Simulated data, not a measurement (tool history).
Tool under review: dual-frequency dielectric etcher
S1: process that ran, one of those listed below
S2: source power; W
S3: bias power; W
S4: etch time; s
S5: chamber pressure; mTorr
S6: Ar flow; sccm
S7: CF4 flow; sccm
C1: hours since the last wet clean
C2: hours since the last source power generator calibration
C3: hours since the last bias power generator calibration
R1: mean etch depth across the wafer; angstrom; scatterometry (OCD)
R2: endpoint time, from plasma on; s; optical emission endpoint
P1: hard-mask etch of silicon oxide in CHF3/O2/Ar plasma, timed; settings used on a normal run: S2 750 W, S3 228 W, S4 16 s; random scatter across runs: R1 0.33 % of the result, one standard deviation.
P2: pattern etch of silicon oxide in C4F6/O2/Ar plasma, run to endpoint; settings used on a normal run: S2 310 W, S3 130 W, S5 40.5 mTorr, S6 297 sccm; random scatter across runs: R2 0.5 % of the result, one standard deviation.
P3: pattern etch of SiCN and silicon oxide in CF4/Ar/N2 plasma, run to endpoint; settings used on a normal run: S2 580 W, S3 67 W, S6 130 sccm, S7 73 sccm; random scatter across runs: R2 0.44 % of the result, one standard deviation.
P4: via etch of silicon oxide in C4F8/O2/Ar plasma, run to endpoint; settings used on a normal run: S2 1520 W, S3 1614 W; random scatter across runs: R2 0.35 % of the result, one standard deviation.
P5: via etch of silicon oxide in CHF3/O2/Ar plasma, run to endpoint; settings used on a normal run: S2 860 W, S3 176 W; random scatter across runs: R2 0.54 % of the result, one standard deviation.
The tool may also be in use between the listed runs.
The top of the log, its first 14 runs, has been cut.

run	day	S1	S2	S3	S4	S5	S6	S7	C1	C2	C3	R1	R2
15	6.933	P1	750	228	9				470	538.3	42.7	206.01	
16	7.388	P1	750	184	16				480.9	549.2	53.6	340.02	
17	7.892	P3	580	67			130	73	493	561.3	65.7		13.28
18	8.392	P4	1520	2035					505	573.3	77.7		339.35
19	8.962	P2	310	130		40.5	297		518.7	587	91.4		15.908
20	9.379	P1	580	173	16				528.7	597	101.4	301.11	
21	9.879	P5	860	248					540.7	609	113.4		294.52
22	10.275	P1	750	228	20.5				550.2	618.5	122.9	469.8	
23	10.762	P1	930	293	16				561.9	630.2	134.6	434.49	
24	11.433	P2	310	104		40.5	297		578	646.3	150.7		16.997

The next listed run, before its measurement:
25	12.1	P3	580	67			90	73	594	662.3	166.7		?

{"run 25": {"R2": 12.437}}

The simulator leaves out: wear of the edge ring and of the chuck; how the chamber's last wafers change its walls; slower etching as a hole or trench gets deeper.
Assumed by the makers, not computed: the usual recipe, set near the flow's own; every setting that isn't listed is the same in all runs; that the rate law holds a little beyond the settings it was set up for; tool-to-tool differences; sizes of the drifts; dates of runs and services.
